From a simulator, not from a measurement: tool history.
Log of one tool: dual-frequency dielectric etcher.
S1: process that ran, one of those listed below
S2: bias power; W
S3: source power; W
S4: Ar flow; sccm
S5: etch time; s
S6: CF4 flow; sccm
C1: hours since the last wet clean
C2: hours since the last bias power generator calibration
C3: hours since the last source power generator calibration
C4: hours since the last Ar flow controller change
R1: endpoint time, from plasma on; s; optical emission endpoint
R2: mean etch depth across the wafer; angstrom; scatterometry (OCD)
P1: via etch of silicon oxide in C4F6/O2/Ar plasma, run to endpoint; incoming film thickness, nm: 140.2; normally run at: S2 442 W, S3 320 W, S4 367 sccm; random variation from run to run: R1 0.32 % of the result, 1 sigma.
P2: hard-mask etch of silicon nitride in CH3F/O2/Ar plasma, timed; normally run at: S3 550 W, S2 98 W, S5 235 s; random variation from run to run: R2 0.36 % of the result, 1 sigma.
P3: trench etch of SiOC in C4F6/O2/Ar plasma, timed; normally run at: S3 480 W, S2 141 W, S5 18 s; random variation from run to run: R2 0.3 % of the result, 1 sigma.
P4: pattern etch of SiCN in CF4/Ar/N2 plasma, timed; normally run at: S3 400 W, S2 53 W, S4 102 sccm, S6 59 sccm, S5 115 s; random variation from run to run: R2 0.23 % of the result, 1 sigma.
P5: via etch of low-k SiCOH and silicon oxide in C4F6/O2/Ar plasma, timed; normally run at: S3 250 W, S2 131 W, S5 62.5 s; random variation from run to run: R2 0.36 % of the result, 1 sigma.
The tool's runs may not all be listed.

run 1 hour=15.7 | S1=P1 S2=442 S3=320 S4=367 | C1=67.6 C2=975.7 C3=551.4 C4=1666.3 | R1=33.466
run 2 hour=23.4 | S1=P1 S2=442 S3=430 S4=367 | C1=75.3 C2=983.4 C3=559.1 C4=1674 | R1=30.079
run 3 hour=35.7 | S1=P3 S2=141 S3=480 S5=18 | C1=87.6 C2=995.7 C3=571.4 C4=1686.3 | R2=374.75
run 4 hour=46.2 | S1=P1 S2=442 S3=320 S4=367 | C1=98.1 C2=1006.2 C3=581.9 C4=1696.8 | R1=33.484
run 5 hour=60.8 | S1=P5 S2=89 S3=250 S5=62.5 | C1=112.7 C2=1020.8 C3=596.5 C4=1711.4 | R2=1109.9
run 6 hour=72.8 | S1=P5 S2=131 S3=160 S5=62.5 | C1=124.7 C2=1032.8 C3=608.5 C4=1723.4 | R2=1045.1
-- hour=85.5 bias power generator calibrated
run 7 hour=86 | S1=P4 S2=33 S3=400 S4=102 S5=115 S6=59 | C1=137.9 C2=0.6 C3=621.7 C4=1736.6 | R2=680.06
run 8 hour=97.1 | S1=P1 S2=360 S3=320 S4=367 | C1=149 C2=11.7 C3=632.8 C4=1747.7 | R1=36.157
run 9 hour=112.2 | S1=P3 S2=141 S3=590 S5=18 | C1=164.1 C2=26.8 C3=647.9 C4=1762.8 | R2=406.96
run 10 hour=125.7 | S1=P1 S2=442 S3=320 S4=367 | C1=177.6 C2=40.3 C3=661.4 C4=1776.3 | R1=33.54
run 11 hour=135 | S1=P4 S2=53 S3=400 S4=102 S5=63.5 S6=59 | C1=186.9 C2=49.6 C3=670.7 C4=1785.6 | R2=439.36
run 12 hour=150.5 | S1=P1 S2=442 S3=320 S4=367 | C1=202.4 C2=65.1 C3=686.2 C4=1801.1 | R1=33.517
run 13 hour=160 | S1=P3 S2=103 S3=480 S5=18 | C1=211.9 C2=74.6 C3=695.7 C4=1810.6 | R2=344.66
run 14 hour=171.7 | S1=P2 S2=98 S3=550 S5=235 | C1=223.6 C2=86.3 C3=707.4 C4=1822.3 | R2=2051.4
run 15 hour=183.5 | S1=P5 S2=131 S3=250 S5=39 | C1=235.4 C2=98.1 C3=719.2 C4=1834.1 | R2=777.69
run 16 hour=191.7 | S1=P3 S2=141 S3=480 S5=24.5 | C1=243.6 C2=106.3 C3=727.4 C4=1842.3 | R2=511.47
run 17 hour=205.5 | S1=P4 S2=53 S3=290 S4=102 S5=115 S6=59 | C1=257.4 C2=120.1 C3=741.2 C4=1856.1 | R2=599.56
run 18 hour=213.2 | S1=P1 S2=442 S3=320 S4=476 | C1=265.1 C2=127.8 C3=748.9 C4=1863.8 | R1=34.562
run 19 hour=228.6 | S1=P2 S2=98 S3=550 S5=138 | C1=280.5 C2=143.2 C3=764.3 C4=1879.2 | R2=1200.6
run 20 hour=240.3 | S1=P4 S2=53 S3=400 S4=102 S5=115 S6=79 | C1=292.2 C2=154.9 C3=776 C4=1890.9 | R2=834.11
run 21 hour=247.8 | S1=P1 S2=582 S3=320 S4=367 | C1=299.7 C2=162.4 C3=783.5 C4=1898.4 | R1=30.081
run 22 hour=264.7 | S1=P2 S2=78 S3=550 S5=235 | C1=316.6 C2=179.3 C3=800.4 C4=1915.3 | R2=1881.1
run 23 hour=272.3 | S1=P1 S2=442 S3=220 S4=367 | C1=324.2 C2=186.9 C3=808 C4=1922.9 | R1=38.211
run 24 hour=286.7 | S1=P4 S2=53 S3=400 S4=102 S5=115 S6=59 | C1=338.6 C2=201.3 C3=822.4 C4=1937.3 | R2=793.44
run 25 hour=300.8 | S1=P1 S2=541 S3=190 S4=367 | C1=352.7 C2=215.4 C3=836.5 C4=1951.4 | R1=37.662
run 26 hour=314.8 | S1=P3 S2=141 S3=480 S5=18 | C1=366.7 C2=229.4 C3=850.5 C4=1965.4 | R2=375.33
run 27 hour=325.3 | S1=P1 S2=442 S3=320 S4=218 | C1=377.2 C2=239.9 C3=861 C4=1975.9 | R1=31.462
run 28 hour=332.7 | S1=P2 S2=98 S3=400 S5=235 | C1=384.6 C2=247.3 C3=868.4 C4=1983.3 | R2=1805.8
-- hour=340.2 Ar flow controller replaced
run 29 hour=341.5 | S1=P1 S2=336 S3=320 S4=452 | C1=393.4 C2=256.1 C3=877.2 C4=1.4 | R1=37.752
run 30 hour=350.9 | S1=P1 S2=442 S3=320 S4=367 | C1=402.8 C2=265.5 C3=886.6 C4=10.8 | R1=33.556
run 31 hour=365.8 | S1=P1 S2=442 S3=320 S4=367 | C1=417.7 C2=280.4 C3=901.5 C4=25.7 | R1=33.479
run 32 hour=381 | S1=P4 S2=53 S3=400 S4=65 S5=115 S6=59 | C1=432.9 C2=295.6 C3=916.7 C4=40.9 | R2=853.26
run 33 hour=390.8 | S1=P5 S2=131 S3=250 S5=62.5 | C1=442.7 C2=305.4 C3=926.5 C4=50.7 | R2=1239.2
run 34 hour=398.9 | S1=P1 S2=442 S3=320 S4=367 | C1=450.8 C2=313.5 C3=934.6 C4=58.8 | R1=33.581
run 35 hour=407.2 | S1=P1 S2=442 S3=320 S4=367 | C1=459.1 C2=321.8 C3=942.9 C4=67.1 | R1=33.249
run 36 hour=422.8 | S1=P1 S2=442 S3=320 S4=367 | C1=474.7 C2=337.4 C3=958.5 C4=82.7 | R1=33.212
run 37 hour=435.1 | S1=P1 S2=442 S3=320 S4=367 | C1=487 C2=349.7 C3=970.8 C4=95 | R1=33.125
-- hour=441.6 wet clean of the chamber
-- hour=441.7 Ar flow controller replaced
run 38 hour=450.6 | S1=P1 S2=442 S3=320 S4=367 | C1=9.1 C2=365.2 C3=986.3 C4=8.9 | R1=33.366
run 39 hour=460.1 | S1=P1 S2=442 S3=320 S4=367 | C1=18.6 C2=374.7 C3=995.8 C4=18.4 | R1=32.907
run 40 hour=467.6 | S1=P1 S2=442 S3=320 S4=367 | C1=26.1 C2=382.2 C3=1003.3 C4=25.9 | R1=33.069
run 41 hour=477.8 | S1=P1 S2=442 S3=320 S4=367 | C1=36.3 C2=392.4 C3=1013.5 C4=36.1 | R1=33.157
run 42 hour=488.4 | S1=P1 S2=442 S3=320 S4=367 | C1=46.9 C2=403 C3=1024.1 C4=46.7 | R1=33.1
run 43 hour=497.8 | S1=P1 S2=442 S3=320 S4=367 | C1=56.3 C2=412.4 C3=1033.5 C4=56.1 | R1=32.987
run 44 hour=511.9 | S1=P1 S2=442 S3=320 S4=367 | C1=70.4 C2=426.5 C3=1047.6 C4=70.2 | R1=33.072

What P1 gives has crept away from where it was. These 2 causes fit the log equally well, each at the size given:
A: source power that arrives over what is set, % = 4.38
B: bias power that arrives over what is set, % = 4.35
The creep began at about hour 398.9.
Why every other cause is out:
chamber walls in a state that raises the etch rate, %: serviced at hour 441.6, which brought nothing back
Ar flow that arrives under what is set, %: serviced at hour 441.7, which brought nothing back

4 check runs are offered, one wafer each, their results left as question marks. Which one tells the causes apart?
run check 1 hour=526 | S1=P3 S2=141 S3=480 S5=18 | R2=?
run check 2 hour=526 | S1=P2 S2=98 S3=550 S5=235 | R2=?
run check 3 hour=526 | S1=P4 S2=53 S3=400 S4=102 S5=115 S6=59 | R2=?
run check 4 hour=526 | S1=P5 S2=131 S3=250 S5=62.5 | R2=?

What each check would give under each cause:
check=check_1 result=R2 if_A=382.4 if_B=380.71
check=check_2 result=R2 if_A=2074.9 if_B=2073.3
check=check_3 result=R2 if_A=824.55 if_B=805.53
check=check_4 result=R2 if_A=1264.4 if_B=1259.6
How far apart the two closest causes lie, in the result that separates them most: check 1 0.44 %; check 2 0.08 %; check 3 2.33 %; check 4 0.38 %
Only check 3 tells the causes apart: in the others they would give nearly the same result.

Check 3 was then run and gave: R2 822.7 angstrom. Which cause is it?

It is A: source power that arrives over what is set, %.
